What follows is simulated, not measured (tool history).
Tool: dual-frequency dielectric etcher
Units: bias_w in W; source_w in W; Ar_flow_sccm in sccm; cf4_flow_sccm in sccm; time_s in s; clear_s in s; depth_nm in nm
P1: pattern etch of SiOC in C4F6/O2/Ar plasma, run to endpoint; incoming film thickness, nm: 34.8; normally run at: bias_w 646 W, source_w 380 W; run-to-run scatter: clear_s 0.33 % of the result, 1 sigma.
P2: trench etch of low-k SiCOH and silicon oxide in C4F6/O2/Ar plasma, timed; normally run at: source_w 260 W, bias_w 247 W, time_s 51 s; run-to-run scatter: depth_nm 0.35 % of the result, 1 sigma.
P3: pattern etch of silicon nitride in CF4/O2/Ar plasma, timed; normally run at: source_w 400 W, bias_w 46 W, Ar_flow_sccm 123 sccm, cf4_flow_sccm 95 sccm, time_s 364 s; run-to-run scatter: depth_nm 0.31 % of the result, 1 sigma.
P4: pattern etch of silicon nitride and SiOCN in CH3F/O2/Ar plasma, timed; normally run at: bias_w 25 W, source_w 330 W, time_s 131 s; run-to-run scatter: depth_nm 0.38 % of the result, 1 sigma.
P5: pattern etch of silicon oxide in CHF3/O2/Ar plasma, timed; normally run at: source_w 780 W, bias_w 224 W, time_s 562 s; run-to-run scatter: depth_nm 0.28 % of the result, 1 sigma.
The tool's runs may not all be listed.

run   hour  process  bias_w  source_w  Ar_flow_sccm  cf4_flow_sccm  time_s  hours since the last wet clean  hours since the last bias power generator calibration  hours since the last source power generator calibration  clear_s  depth_nm
  1      5       P1     646       380                                                                250.7                                                 2071.2                                                    428.1   10.822
  2    9.9       P3      32       400           123             95     364                           255.6                                                 2076.1                                                      433             484.35
  3   17.1       P1     646       380                                                                262.8                                                 2083.3                                                    440.2   10.793
  4   22.8       P5     224       500                                  562                           268.5                                                   2089                                                    445.9             1127.4
  5   28.7       P1     646       380                                                                274.4                                                 2094.9                                                    451.8   10.791
  6   36.3       P2     247       260                                   51                             282                                                 2102.5                                                    459.4             157.18
  7   42.2       P3      46       400           123             95     364                           287.9                                                 2108.4                                                    465.3             553.69
  8   49.3       P2     247       260                                   51                             295                                                 2115.5                                                    472.4             157.19
  9   53.9       P3      46       400           123             95     481                           299.6                                                 2120.1                                                      477             735.68
 10   59.7       P5     224       780                                  562                           305.4                                                 2125.9                                                    482.8             1335.8
 11   63.8       P1     646       380                                                                309.5                                                   2130                                                    486.9   10.746
 12   68.8       P2     247       260                                   68                           314.5                                                   2135                                                    491.9             209.43
 13   74.1       P5     290       780                                  562                           319.8                                                 2140.3                                                    497.2             1460.1
 14   81.5       P1     780       260                                                                327.2                                                 2147.7                                                    504.6   11.512
 15   85.3       P5     224       780                                  309                             331                                                 2151.5                                                    508.4             733.92
 16   89.3       P3      46       270           123             95     364                             335                                                 2155.5                                                    512.4              394.2
 17   92.9       P4      17       330                                  131                           338.6                                                 2159.1                                                      516             14.474
 18   97.5       P3      46       400           123            113     364                           343.2                                                 2163.7                                                    520.6             566.18
 19  104.7       P1     646       540                                                                350.4                                                 2170.9                                                    527.8   9.5234
 20  111.8       P4      25       330                                 84.5                           357.5                                                   2178                                                    534.9             11.009
 21  118.7       P1     783       380                                                                364.4                                                 2184.9                                                    541.8   10.032
 22  125.8       P2     247       160                                   51                           371.5                                                   2192                                                    548.9             130.56

Forecast run 23:
 23  131.3       P3      46       400            87             95     364                             377                                                 2197.5                                                    554.4                  ?

{"run 23": {"depth_nm": 578}}

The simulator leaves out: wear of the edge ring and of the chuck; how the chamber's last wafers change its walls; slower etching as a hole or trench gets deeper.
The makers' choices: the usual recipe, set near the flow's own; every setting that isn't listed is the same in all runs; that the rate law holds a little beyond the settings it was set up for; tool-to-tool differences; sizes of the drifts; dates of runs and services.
